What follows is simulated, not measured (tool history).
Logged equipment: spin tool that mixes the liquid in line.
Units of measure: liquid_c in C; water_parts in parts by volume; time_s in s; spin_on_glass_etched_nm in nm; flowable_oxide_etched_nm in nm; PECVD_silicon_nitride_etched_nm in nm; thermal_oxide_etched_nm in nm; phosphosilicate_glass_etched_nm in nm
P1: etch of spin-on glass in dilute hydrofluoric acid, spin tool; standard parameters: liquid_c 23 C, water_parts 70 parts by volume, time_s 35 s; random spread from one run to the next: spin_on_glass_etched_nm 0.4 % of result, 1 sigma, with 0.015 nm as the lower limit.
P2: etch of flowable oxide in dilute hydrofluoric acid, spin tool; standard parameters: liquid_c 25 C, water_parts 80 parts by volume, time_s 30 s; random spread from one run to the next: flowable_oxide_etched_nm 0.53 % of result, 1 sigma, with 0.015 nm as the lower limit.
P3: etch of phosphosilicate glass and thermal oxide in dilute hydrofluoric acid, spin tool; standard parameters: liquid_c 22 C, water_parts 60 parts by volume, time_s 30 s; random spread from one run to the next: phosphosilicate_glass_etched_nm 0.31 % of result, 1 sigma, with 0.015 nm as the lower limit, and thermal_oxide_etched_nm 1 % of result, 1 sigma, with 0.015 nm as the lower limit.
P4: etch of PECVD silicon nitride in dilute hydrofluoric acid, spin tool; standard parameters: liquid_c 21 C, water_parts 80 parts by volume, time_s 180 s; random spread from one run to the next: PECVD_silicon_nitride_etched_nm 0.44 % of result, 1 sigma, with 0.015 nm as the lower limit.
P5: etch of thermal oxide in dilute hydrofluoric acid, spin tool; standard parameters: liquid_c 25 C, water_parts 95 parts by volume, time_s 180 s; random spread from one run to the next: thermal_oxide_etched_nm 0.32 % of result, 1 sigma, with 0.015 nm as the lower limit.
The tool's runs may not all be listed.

| run | hour | process | liquid_c | water_parts | time_s | spin_on_glass_etched_nm | flowable_oxide_etched_nm | PECVD_silicon_nitride_etched_nm | thermal_oxide_etched_nm | phosphosilicate_glass_etched_nm |
|---|---|---|---|---|---|---|---|---|---|---|
| 1 | 11 | P1 | 23 | 70 | 35 | 22.563 |  |  |  |  |
| 2 | 29.3 | P1 | 23 | 70 | 35 | 22.536 |  |  |  |  |
| 3 | 38.8 | P2 | 25 | 80 | 30 |  | 14.229 |  |  |  |
| 4 | 57.1 | P2 | 32.5 | 80 | 30 |  | 19.187 |  |  |  |
| 5 | 73.5 | P4 | 21 | 80 | 180 |  |  | 6.1764 |  |  |
| 6 | 90.7 | P5 | 17 | 95 | 180 |  |  |  | 6.932 |  |
| 7 | 106 | P1 | 17 | 70 | 35 | 17.521 |  |  |  |  |
| 8 | 121.3 | P3 | 22 | 105 | 30 |  |  |  | 1.2197 | 15.43 |
| 9 | 137.9 | P1 | 28 | 70 | 35 | 27.565 |  |  |  |  |
| 10 | 156.4 | P2 | 25 | 25 | 30 |  | 50.08 |  |  |  |
| 11 | 172.5 | P2 | 25 | 80 | 50 |  | 24.035 |  |  |  |
| 12 | 184.3 | P5 | 25 | 95 | 65 |  |  |  | 3.4942 |  |
| 13 | 197.2 | P5 | 25 | 95 | 180 |  |  |  | 9.6257 |  |
| 14 | 215.1 | P4 | 21 | 80 | 180 |  |  | 6.1275 |  |  |
| 15 | 232.3 | P4 | 21 | 20 | 180 |  |  | 23.588 |  |  |
| 16 | 250.7 | P5 | 25 | 145 | 180 |  |  |  | 5.9557 |  |
| 17 | 267.3 | P5 | 25 | 95 | 180 |  |  |  | 9.696 |  |
| 18 | 284.4 | P1 | 23 | 70 | 35 | 22.435 |  |  |  |  |
| 19 | 303.3 | P1 | 23 | 70 | 35 | 22.315 |  |  |  |  |
| 20 | 315.3 | P3 | 22 | 60 | 15 |  |  |  | 1.1441 | 14.265 |
| 21 | 327.2 | P1 | 30.5 | 70 | 15 | 12.974 |  |  |  |  |
| 22 | 341.1 | P1 | 23 | 70 | 35 | 22.549 |  |  |  |  |
| 23 | 354.3 | P1 | 23 | 70 | 65 | 41.771 |  |  |  |  |
| 24 | 370.7 | P1 | 23 | 35 | 35 | 47.169 |  |  |  |  |
| 25 | 379.8 | P3 | 22 | 60 | 30 |  |  |  | 2.3314 | 28.678 |
| 26 | 398.8 | P4 | 28.5 | 80 | 180 |  |  | 10.111 |  |  |
| 27 | 413.9 | P1 | 23 | 70 | 15 | 9.6647 |  |  |  |  |
| 28 | 428.9 | P3 | 17 | 60 | 30 |  |  |  | 1.8757 | 23.098 |
| 29 | 439.7 | P1 | 23 | 115 | 35 | 13.051 |  |  |  |  |
| 30 | 454.6 | P4 | 21 | 80 | 30 |  |  | 1.0223 |  |  |
| 31 | 465.5 | P1 | 23 | 70 | 35 | 22.692 |  |  |  |  |
| 32 | 482.5 | P1 | 23 | 70 | 35 | 21.384 |  |  |  |  |
| 33 | 498.9 | P1 | 23 | 70 | 35 | 21.011 |  |  |  |  |
| 34 | 515.5 | P1 | 23 | 70 | 35 | 20.649 |  |  |  |  |
| 35 | 533.6 | P1 | 23 | 70 | 35 | 20.593 |  |  |  |  |
| 36 | 546.4 | P1 | 23 | 70 | 35 | 20.411 |  |  |  |  |
| 37 | 563.2 | P1 | 23 | 70 | 35 | 20.46 |  |  |  |  |
| 38 | 574.4 | P1 | 23 | 70 | 35 | 20.404 |  |  |  |  |
| 39 | 582.6 | P1 | 23 | 70 | 35 | 20.427 |  |  |  |  |

The log shows P1 creeping away from where it was. Any of the 2 causes listed here, at the size stated for it, fits the log just as well as the others:
A: liquid colder than its thermometer reads (K) = 2.42
B: hydrofluoric acid flow below the setpoint (%) = 8.72
At approximately hour 465.5, the process output began to creep.

Each of the 4 check runs below uses one wafer; its results are left as question marks. Which run tells the causes apart?
| check 1 | 590.8 | P3 | 22 | 100 | 30 |  |  |  | ? | ? |
| check 2 | 590.8 | P5 | 21.5 | 95 | 180 |  |  |  | ? |  |
| check 3 | 590.8 | P4 | 25 | 80 | 105 |  |  | ? |  |  |
| check 4 | 590.8 | P2 | 28.5 | 50 | 30 |  | ? |  |  |  |

Predicted outcomes, by check and by cause:
| check | result | if A | if B |
|---|---|---|---|
| check 1 | thermal_oxide_etched_nm | 1.2072 | 1.2029 |
| check 1 | phosphosilicate_glass_etched_nm | 14.791 | 14.738 |
| check 2 | thermal_oxide_etched_nm | 7.5861 | 7.5684 |
| check 3 | PECVD_silicon_nitride_etched_nm | 4.0116 | 4.307 |
| check 4 | flowable_oxide_etched_nm | 25.02 | 24.986 |
Per check, the gap between the least separated pair of causes, taken in the result that splits them most: check 1 0.36 %; check 2 0.23 %; check 3 7.11 %; check 4 0.13 %
Check 3 distinguishes between the causes, while the remaining checks would return nearly the same result for all of them.

Check 3 was then run and gave: PECVD_silicon_nitride_etched_nm 4.0031 nm. Which cause is it?

A is the cause: liquid colder than its thermometer reads (K).
